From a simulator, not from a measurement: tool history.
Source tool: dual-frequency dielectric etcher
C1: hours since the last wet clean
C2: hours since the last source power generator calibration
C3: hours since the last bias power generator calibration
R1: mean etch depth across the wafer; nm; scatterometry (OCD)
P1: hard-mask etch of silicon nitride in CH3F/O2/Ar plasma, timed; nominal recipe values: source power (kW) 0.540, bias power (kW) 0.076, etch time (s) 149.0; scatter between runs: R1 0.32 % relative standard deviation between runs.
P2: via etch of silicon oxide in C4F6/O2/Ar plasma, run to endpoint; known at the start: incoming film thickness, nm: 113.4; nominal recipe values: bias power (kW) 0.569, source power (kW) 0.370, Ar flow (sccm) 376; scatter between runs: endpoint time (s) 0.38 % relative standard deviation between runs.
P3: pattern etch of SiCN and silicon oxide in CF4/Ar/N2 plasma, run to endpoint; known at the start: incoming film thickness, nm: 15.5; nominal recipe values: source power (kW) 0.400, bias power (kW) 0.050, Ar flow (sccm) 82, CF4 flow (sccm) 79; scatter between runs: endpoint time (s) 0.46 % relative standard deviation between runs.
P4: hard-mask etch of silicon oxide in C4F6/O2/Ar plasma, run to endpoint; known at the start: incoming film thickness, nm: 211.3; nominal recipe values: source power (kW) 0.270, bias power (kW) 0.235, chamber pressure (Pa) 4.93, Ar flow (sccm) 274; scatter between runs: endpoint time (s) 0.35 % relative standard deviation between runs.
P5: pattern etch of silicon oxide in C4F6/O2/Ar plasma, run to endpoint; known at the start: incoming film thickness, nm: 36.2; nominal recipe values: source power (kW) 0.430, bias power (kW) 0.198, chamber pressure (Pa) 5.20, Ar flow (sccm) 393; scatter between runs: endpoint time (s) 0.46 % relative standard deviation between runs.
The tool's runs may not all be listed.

Run 1, hour 17.8: process that ran P1, source power (kW) 0.540, bias power (kW) 0.076, etch time (s) 149.0; C1 401.4; C2 1834.0; C3 352.2. Result: R1 113.930 nm.
Run 2, hour 27.0: process that ran P1, source power (kW) 0.540, bias power (kW) 0.076, etch time (s) 207.0; C1 410.6; C2 1843.2; C3 361.4. Result: R1 159.060 nm.
Run 3, hour 35.5: process that ran P3, source power (kW) 0.400, bias power (kW) 0.050, Ar flow (sccm) 82, CF4 flow (sccm) 51; C1 419.1; C2 1851.7; C3 369.9. Result: endpoint time (s) 23.150.
Run 4, hour 44.9: process that ran P4, source power (kW) 0.270, bias power (kW) 0.155, Ar flow (sccm) 274, chamber pressure (Pa) 4.93; C1 428.5; C2 1861.1; C3 379.3. Result: endpoint time (s) 84.181.
Run 5, hour 58.2: process that ran P3, source power (kW) 0.400, bias power (kW) 0.050, Ar flow (sccm) 82, CF4 flow (sccm) 79; C1 441.8; C2 1874.4; C3 392.6. Result: endpoint time (s) 21.682.
Run 6, hour 76.0: process that ran P1, source power (kW) 0.540, bias power (kW) 0.088, etch time (s) 115.0; C1 459.6; C2 1892.2; C3 410.4. Result: R1 92.511 nm.
Run 7, hour 91.0: process that ran P1, source power (kW) 0.540, bias power (kW) 0.095, etch time (s) 149.0; C1 474.6; C2 1907.2; C3 425.4. Result: R1 122.790 nm.
Run 8, hour 106.0: process that ran P4, source power (kW) 0.270, bias power (kW) 0.235, Ar flow (sccm) 225, chamber pressure (Pa) 4.93; C1 489.6; C2 1922.2; C3 440.4. Result: endpoint time (s) 72.385.
Run 9, hour 124.0: process that ran P1, source power (kW) 0.540, bias power (kW) 0.076, etch time (s) 149.0; C1 507.6; C2 1940.2; C3 458.4. Result: R1 113.880 nm.
Run 10, hour 134.9: process that ran P1, source power (kW) 0.330, bias power (kW) 0.076, etch time (s) 110.0; C1 518.5; C2 1951.1; C3 469.3. Result: R1 69.790 nm.
Run 11, hour 144.5: process that ran P5, source power (kW) 0.430, bias power (kW) 0.198, Ar flow (sccm) 486, chamber pressure (Pa) 5.20; C1 528.1; C2 1960.7; C3 478.9. Result: endpoint time (s) 11.747.
Run 12, hour 157.6: process that ran P1, source power (kW) 0.540, bias power (kW) 0.076, etch time (s) 149.0; C1 541.2; C2 1973.8; C3 492.0. Result: R1 114.210 nm.
Run 13, hour 172.9: process that ran P2, source power (kW) 0.370, bias power (kW) 0.569, Ar flow (sccm) 376; C1 556.5; C2 1989.1; C3 507.3. Result: endpoint time (s) 24.816.
Run 14, hour 184.9: process that ran P5, source power (kW) 0.330, bias power (kW) 0.198, Ar flow (sccm) 393, chamber pressure (Pa) 5.20; C1 568.5; C2 2001.1; C3 519.3. Result: endpoint time (s) 12.803.
Run 15, hour 200.5: process that ran P1, source power (kW) 0.540, bias power (kW) 0.060, etch time (s) 149.0; C1 584.1; C2 2016.7; C3 534.9. Result: R1 105.190 nm.
Run 16, hour 215.1: process that ran P3, source power (kW) 0.400, bias power (kW) 0.050, Ar flow (sccm) 82, CF4 flow (sccm) 79; C1 598.7; C2 2031.3; C3 549.5. Result: endpoint time (s) 21.488.
Run 17, hour 223.7: process that ran P2, source power (kW) 0.370, bias power (kW) 0.569, Ar flow (sccm) 376; C1 607.3; C2 2039.9; C3 558.1. Result: endpoint time (s) 24.801.
Run 18, hour 237.9: process that ran P2, source power (kW) 0.370, bias power (kW) 0.794, Ar flow (sccm) 376; C1 621.5; C2 2054.1; C3 572.3. Result: endpoint time (s) 21.761.
Run 19, hour 249.9: process that ran P4, source power (kW) 0.270, bias power (kW) 0.235, Ar flow (sccm) 274, chamber pressure (Pa) 5.80; C1 633.5; C2 2066.1; C3 584.3. Result: endpoint time (s) 75.562.
Run 20, hour 265.7: process that ran P1, source power (kW) 0.540, bias power (kW) 0.076, etch time (s) 112.5; C1 649.3; C2 2081.9; C3 600.1. Result: R1 86.053 nm.
Run 21, hour 273.6: process that ran P3, source power (kW) 0.400, bias power (kW) 0.032, Ar flow (sccm) 82, CF4 flow (sccm) 79; C1 657.2; C2 2089.8; C3 608.0. Result: endpoint time (s) 24.209.
Run 22, hour 282.2: process that ran P4, source power (kW) 0.270, bias power (kW) 0.235, Ar flow (sccm) 274, chamber pressure (Pa) 4.93; C1 665.8; C2 2098.4; C3 616.6. Result: endpoint time (s) 73.696.
Run 23, hour 297.1: process that ran P3, source power (kW) 0.400, bias power (kW) 0.050, Ar flow (sccm) 112, CF4 flow (sccm) 79; C1 680.7; C2 2113.3; C3 631.5. Result: endpoint time (s) 22.373.
Run 24, hour 307.6: process that ran P5, source power (kW) 0.430, bias power (kW) 0.198, Ar flow (sccm) 393, chamber pressure (Pa) 5.20; C1 691.2; C2 2123.8; C3 642.0. Result: endpoint time (s) 11.597.
Run 25, hour 324.4: process that ran P1, source power (kW) 0.370, bias power (kW) 0.076, etch time (s) 149.0; C1 708.0; C2 2140.6; C3 658.8. Result: R1 98.535 nm.
Run 26, hour 336.4: process that ran P5, source power (kW) 0.430, bias power (kW) 0.238, Ar flow (sccm) 393, chamber pressure (Pa) 5.20; C1 720.0; C2 2152.6; C3 670.8. Result: endpoint time (s) 10.871.
Run 27, hour 353.1: process that ran P1, source power (kW) 0.650, bias power (kW) 0.076, etch time (s) 149.0; C1 736.7; C2 2169.3; C3 687.5. Result: R1 122.950 nm.
Run 28, hour 363.1: process that ran P2, source power (kW) 0.370, bias power (kW) 0.569, Ar flow (sccm) 476; C1 746.7; C2 2179.3; C3 697.5. Result: endpoint time (s) 25.596.
Run 29, hour 375.7: process that ran P1, source power (kW) 0.540, bias power (kW) 0.076, etch time (s) 149.0; C1 759.3; C2 2191.9; C3 710.1. Result: R1 114.070 nm.
Run 30, hour 384.7: process that ran P2, source power (kW) 0.290, bias power (kW) 0.569, Ar flow (sccm) 376; C1 768.3; C2 2200.9; C3 719.1. Result: endpoint time (s) 27.192.
Run 31, hour 392.8: process that ran P3, source power (kW) 0.300, bias power (kW) 0.050, Ar flow (sccm) 82, CF4 flow (sccm) 79; C1 776.4; C2 2209.0; C3 727.2. Result: endpoint time (s) 27.807.
Run 32, hour 402.1: process that ran P1, source power (kW) 0.540, bias power (kW) 0.076, etch time (s) 149.0; C1 785.7; C2 2218.3; C3 736.5. Result: R1 114.880 nm.
Run 33, hour 410.4: process that ran P5, source power (kW) 0.430, bias power (kW) 0.198, Ar flow (sccm) 393, chamber pressure (Pa) 7.33; C1 794.0; C2 2226.6; C3 744.8. Result: endpoint time (s) 12.180.
Run 34, hour 427.4: process that ran P4, source power (kW) 0.180, bias power (kW) 0.235, Ar flow (sccm) 274, chamber pressure (Pa) 4.93; C1 811.0; C2 2243.6; C3 761.8. Result: endpoint time (s) 85.895.
Run 35, hour 439.7: process that ran P1, source power (kW) 0.540, bias power (kW) 0.076, etch time (s) 149.0; C1 823.3; C2 2255.9; C3 774.1. Result: R1 114.290 nm.
Run 36, hour 451.7: process that ran P1, source power (kW) 0.540, bias power (kW) 0.076, etch time (s) 149.0; C1 835.3; C2 2267.9; C3 786.1. Result: R1 114.130 nm.
Run 37, hour 467.6: process that ran P1, source power (kW) 0.540, bias power (kW) 0.076, etch time (s) 149.0; C1 851.2; C2 2283.8; C3 802.0. Result: R1 114.400 nm.
Run 38, hour 482.5: process that ran P1, source power (kW) 0.540, bias power (kW) 0.076, etch time (s) 149.0; C1 866.1; C2 2298.7; C3 816.9. Result: R1 115.170 nm.
Run 39, hour 497.1: process that ran P1, source power (kW) 0.540, bias power (kW) 0.076, etch time (s) 149.0; C1 880.7; C2 2313.3; C3 831.5. Result: R1 115.350 nm.

Predict the results of run 40:
Run 40, hour 513.3: process that ran P1, source power (kW) 0.540, bias power (kW) 0.076, etch time (s) 149.0; C1 896.9; C2 2329.5; C3 847.7. Result: R1 ?.

Run 40 yielded R1 115.760 nm.

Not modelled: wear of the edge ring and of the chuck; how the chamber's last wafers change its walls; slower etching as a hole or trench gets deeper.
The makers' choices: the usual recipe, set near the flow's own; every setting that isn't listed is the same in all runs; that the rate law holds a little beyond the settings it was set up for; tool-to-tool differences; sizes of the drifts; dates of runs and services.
